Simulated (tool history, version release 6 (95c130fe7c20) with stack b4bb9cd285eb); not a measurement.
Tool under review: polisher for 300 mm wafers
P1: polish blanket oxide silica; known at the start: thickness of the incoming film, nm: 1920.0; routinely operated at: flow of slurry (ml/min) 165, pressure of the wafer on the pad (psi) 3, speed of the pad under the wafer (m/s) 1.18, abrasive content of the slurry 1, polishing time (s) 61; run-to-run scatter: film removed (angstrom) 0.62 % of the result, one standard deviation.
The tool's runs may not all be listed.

run,hour,flow of slurry (ml/min),pressure of the wafer on the pad (psi),speed of the pad under the wafer (m/s),abrasive content of the slurry,polishing time (s),wafers polished on this pad,hours since the slurry nozzle was cleaned,hours since the head pressure was calibrated,hours since the slurry blender was calibrated,hours since the conditioning disc was replaced,film removed (angstrom)
1,6.6,165,3,1.18,1,61,788,374.1,1040.3,116,77.6,1658.5
2,12.7,165,3,1.18,1,61,852,380.2,1046.4,122.1,83.7,1683.2
3,21.3,230,3,1.18,1,61,942,388.8,1055,130.7,92.3,1738.1
4,29,165,3,1.18,1,61,1023,396.5,1062.7,138.4,100,1669.3
5,35.1,165,1.4,1.18,1,61,1087,402.6,1068.8,144.5,106.1,779.86
6,39.5,165,3,1.18,1,31,1133,407,1073.2,148.9,110.5,852.31
7,47,100,3,1.18,1,61,1212,414.5,1080.7,156.4,118,1524
8,53.2,165,3,1.18,1,85,1277,420.7,1086.9,162.6,124.2,2346.9
9,59,165,3,0.66,1,61,1338,426.5,1092.7,168.4,130,1053.8
10,63.7,165,3,1.18,0.65,61,1387,431.2,1097.4,173.1,134.7,1347.3
11,68.5,165,3,1.5,1,61,1438,436,1102.2,177.9,139.5,2045.8
12,77,165,3,1.18,1,61,1527,444.5,1110.7,186.4,148,1678.4
13,85.6,165,4.5,1.18,1,61,1617,453.1,1119.3,195,156.6,2507.2
14,91,165,3,1.18,1.45,61,1674,458.5,1124.7,200.4,162,1965.1
15,98.7,165,3,1.18,1,61,1755,466.2,1132.4,208.1,169.7,1658.9
16,107.4,240,1.7,1.18,1,61,1846,474.9,1141.1,216.8,178.4,997.17
17,115.3,165,3,1.18,1,61,1929,482.8,1149,224.7,186.3,1665.3
18,121.4,165,3,1.18,1,61,1993,488.9,1155.1,230.8,192.4,1623.2
19,126,165,3,1.18,1,61,2041,493.5,1159.7,235.4,197,1590.3
20,130.8,165,3,1.18,1,61,2091,498.3,1164.5,240.2,201.8,1572.7
21,138.8,165,3,1.18,1,61,2175,506.3,1172.5,248.2,209.8,1563.4
# hour 139.8: head pressure recalibrated
# hour 143.3: slurry blender recalibrated
# hour 144.9: conditioning disc replaced and pad reconditioned
22,146.7,165,3,1.18,1,61,2258,514.2,7,3.4,1.9,1535.8
23,150.9,165,3,1.18,1,61,2302,518.4,11.2,7.6,6.1,1520.2
24,157.2,165,3,1.18,1,61,2369,524.7,17.5,13.9,12.4,1535.2
25,166,165,3,1.18,1,61,2461,533.5,26.3,22.7,21.2,1535.7

P1 no longer gives what it gave before; its output has crept away from where it was. The following 2 causes, each at its listed size, fit the log equally well:
A: removal rate lost through wear of the pad, % = 8.97
B: slurry flow missing at the pad, % = 37.8
Creep in the process output first set in at about hour 115.3.
Each remaining cause and why it is not a fit:
head's pressure below its setpoint, %: serviced at hour 139.8, after the drift had started, without restoring the earlier output
abrasive missing from the slurry, %: serviced at hour 143.3, after the drift had started, without restoring the earlier output
time polished since the conditioner stopped cutting, s: serviced at hour 144.9, after the drift had started, without restoring the earlier output

Each of the 4 check runs below uses one wafer; its results are left as question marks. Which run tells the causes apart?
check 1,174.8,165,1.6,1.18,1.2,61,,,,,,?
check 2,174.8,100,3,1.18,1,61,,,,,,?
check 3,174.8,165,3,1.18,1.4,61,,,,,,?
check 4,174.8,165,3.7,1.18,1,61,,,,,,?

Outcome of each check run for each possible cause:
check,result,if A,if B
check 1,film removed (angstrom),879.46,879.57
check 2,film removed (angstrom),1378.7,1309
check 3,film removed (angstrom),1751.5,1751.8
check 4,film removed (angstrom),1879.7,1879.9
Distance between the nearest two causes, measured in the result of the check that separates them most: check 1 0.01 %; check 2 5.19 %; check 3 0.01 %; check 4 0.01 %
Of the check runs offered, only check 2 discriminates between the causes; the rest would read about the same regardless of which cause applies.

Check 2 was then run and gave: film removed (angstrom) 1372.1. Which cause is it?

It is A: removal rate lost through wear of the pad, %.

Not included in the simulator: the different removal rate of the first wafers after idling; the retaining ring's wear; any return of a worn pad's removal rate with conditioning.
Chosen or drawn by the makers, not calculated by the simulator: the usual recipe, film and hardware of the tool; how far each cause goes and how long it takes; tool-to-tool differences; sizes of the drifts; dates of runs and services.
